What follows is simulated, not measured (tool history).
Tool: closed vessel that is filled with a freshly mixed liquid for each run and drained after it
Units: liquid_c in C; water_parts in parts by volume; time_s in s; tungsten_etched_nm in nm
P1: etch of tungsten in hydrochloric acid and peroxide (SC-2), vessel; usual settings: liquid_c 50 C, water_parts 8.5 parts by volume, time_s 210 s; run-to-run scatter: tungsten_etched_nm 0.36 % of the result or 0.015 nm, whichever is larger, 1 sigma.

| run | hour | liquid_c | water_parts | time_s | hours since the thermometer was replaced | hours since the chemicals flow meter was replaced | hours since the drum of peroxide was connected | tungsten_etched_nm |
|---|---|---|---|---|---|---|---|---|
| 1 | 12.5 | 50 | 8.5 | 210 | 1461.6 | 1699.4 | 233.4 | 45.013 |
| 2 | 20.9 | 59.5 | 8.5 | 355 | 1470 | 1707.8 | 241.8 | 140.02 |
| 3 | 29.6 | 50 | 8.5 | 340 | 1478.7 | 1716.5 | 250.5 | 72.279 |
| 4 | 38.7 | 50 | 14 | 405 | 1487.8 | 1725.6 | 259.6 | 57.051 |
| 5 | 52.1 | 39 | 8.5 | 210 | 1501.2 | 1739 | 273 | 21.072 |
| 6 | 66.3 | 50 | 8.5 | 210 | 1515.4 | 1753.2 | 287.2 | 45.036 |
| 7 | 81.5 | 60.5 | 8.5 | 210 | 1530.6 | 1768.4 | 302.4 | 89.001 |
| 8 | 91.5 | 50 | 8.5 | 210 | 1540.6 | 1778.4 | 312.4 | 44.764 |
|  | 99.5 | chemicals flow meter replaced |
| 9 | 105.6 | 50 | 8.5 | 35 | 1554.7 | 6.2 | 326.5 | 7.4664 |
| 10 | 112.6 | 50 | 4 | 210 | 1561.7 | 13.2 | 333.5 | 77.97 |
| 11 | 125.7 | 50 | 8.5 | 210 | 1574.8 | 26.3 | 346.6 | 44.715 |
| 12 | 136.5 | 50 | 14.5 | 210 | 1585.6 | 37.1 | 357.4 | 28.732 |
| 13 | 151.1 | 50 | 8.5 | 210 | 1600.2 | 51.7 | 372 | 44.94 |
| 14 | 159.7 | 50 | 8.5 | 210 | 1608.8 | 60.3 | 380.6 | 46.123 |
| 15 | 171.9 | 50 | 8.5 | 210 | 1621 | 72.5 | 392.8 | 47.432 |
| 16 | 185.1 | 50 | 8.5 | 210 | 1634.2 | 85.7 | 406 | 47.9 |
| 17 | 200.3 | 50 | 8.5 | 210 | 1649.4 | 100.9 | 421.2 | 48.209 |
| 18 | 214.4 | 50 | 8.5 | 210 | 1663.5 | 115 | 435.3 | 48.925 |

The next listed run, before its measurement:
| 19 | 224.7 | 50 | 8.5 | 210 | 1673.8 | 125.3 | 445.6 | ? |

tungsten_etched_nm: 49.034 nm
